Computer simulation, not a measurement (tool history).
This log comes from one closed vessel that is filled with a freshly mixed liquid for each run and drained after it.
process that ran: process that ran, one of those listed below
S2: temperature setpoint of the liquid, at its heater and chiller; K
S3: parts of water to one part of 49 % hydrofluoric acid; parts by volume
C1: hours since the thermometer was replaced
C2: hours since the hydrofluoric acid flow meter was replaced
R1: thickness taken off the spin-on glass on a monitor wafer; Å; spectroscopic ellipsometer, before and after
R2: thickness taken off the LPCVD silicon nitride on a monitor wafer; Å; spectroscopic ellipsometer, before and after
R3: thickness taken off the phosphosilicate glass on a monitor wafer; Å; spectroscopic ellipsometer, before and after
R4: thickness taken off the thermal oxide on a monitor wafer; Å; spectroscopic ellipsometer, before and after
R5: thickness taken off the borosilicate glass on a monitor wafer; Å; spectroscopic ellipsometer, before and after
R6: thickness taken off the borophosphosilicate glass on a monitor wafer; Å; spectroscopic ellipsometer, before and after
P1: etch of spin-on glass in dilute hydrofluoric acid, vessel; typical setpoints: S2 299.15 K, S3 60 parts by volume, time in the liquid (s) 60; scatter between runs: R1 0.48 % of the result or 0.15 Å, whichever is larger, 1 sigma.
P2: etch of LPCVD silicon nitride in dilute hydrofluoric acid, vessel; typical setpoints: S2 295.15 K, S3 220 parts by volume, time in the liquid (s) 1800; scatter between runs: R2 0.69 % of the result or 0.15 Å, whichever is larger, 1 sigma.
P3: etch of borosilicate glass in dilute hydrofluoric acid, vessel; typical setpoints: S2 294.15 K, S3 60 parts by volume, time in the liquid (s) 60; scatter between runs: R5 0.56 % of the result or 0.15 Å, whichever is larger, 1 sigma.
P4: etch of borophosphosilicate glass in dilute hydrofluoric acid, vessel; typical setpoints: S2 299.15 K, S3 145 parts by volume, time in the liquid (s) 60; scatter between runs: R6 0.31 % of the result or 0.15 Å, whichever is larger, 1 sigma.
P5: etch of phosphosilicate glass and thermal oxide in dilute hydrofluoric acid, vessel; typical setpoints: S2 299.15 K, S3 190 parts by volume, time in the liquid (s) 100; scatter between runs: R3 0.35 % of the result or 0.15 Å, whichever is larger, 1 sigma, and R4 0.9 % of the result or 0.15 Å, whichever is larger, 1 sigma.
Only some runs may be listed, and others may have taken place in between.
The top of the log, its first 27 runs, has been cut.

Run 28, hour 371.4: process that ran P2, S2 295.15 K, S3 220 parts by volume, time in the liquid (s) 1800; C1 66.9; C2 756.1. Result: R2 34.439 Å.
Run 29, hour 381.1: process that ran P3, S2 294.15 K, S3 110 parts by volume, time in the liquid (s) 60; C1 76.6; C2 765.8. Result: R5 168.02 Å.
Run 30, hour 390.1: process that ran P1, S2 299.15 K, S3 60 parts by volume, time in the liquid (s) 60; C1 85.6; C2 774.8. Result: R1 485.02 Å.
Run 31, hour 402.8: process that ran P4, S2 299.15 K, S3 45 parts by volume, time in the liquid (s) 60; C1 98.3; C2 787.5. Result: R6 1130 Å.
Run 32, hour 417.7: process that ran P1, S2 299.15 K, S3 60 parts by volume, time in the liquid (s) 60; C1 113.2; C2 802.4. Result: R1 484.48 Å.
Run 33, hour 429.6: process that ran P1, S2 299.15 K, S3 60 parts by volume, time in the liquid (s) 30; C1 125.1; C2 814.3. Result: R1 240.3 Å.
Run 34, hour 443.5: process that ran P1, S2 299.15 K, S3 60 parts by volume, time in the liquid (s) 60; C1 139; C2 828.2. Result: R1 480.74 Å.
Run 35, hour 451.8: process that ran P1, S2 299.15 K, S3 60 parts by volume, time in the liquid (s) 60; C1 147.3; C2 836.5. Result: R1 490.54 Å.
Run 36, hour 469.1: process that ran P1, S2 299.15 K, S3 60 parts by volume, time in the liquid (s) 60; C1 164.6; C2 853.8. Result: R1 499.44 Å.
Run 37, hour 484.3: process that ran P1, S2 299.15 K, S3 60 parts by volume, time in the liquid (s) 60; C1 179.8; C2 869. Result: R1 506.51 Å.
Run 38, hour 498.9: process that ran P1, S2 299.15 K, S3 60 parts by volume, time in the liquid (s) 60; C1 194.4; C2 883.6. Result: R1 512.1 Å.
Run 39, hour 513.1: process that ran P1, S2 299.15 K, S3 60 parts by volume, time in the liquid (s) 60; C1 208.6; C2 897.8. Result: R1 514.62 Å.

Run 40 comes next. What will it give?
Run 40, hour 528.2: process that ran P1, S2 299.15 K, S3 60 parts by volume, time in the liquid (s) 60; C1 223.7; C2 912.9. Result: R1 ?.

{"run 40": {"R1": 518.38}}
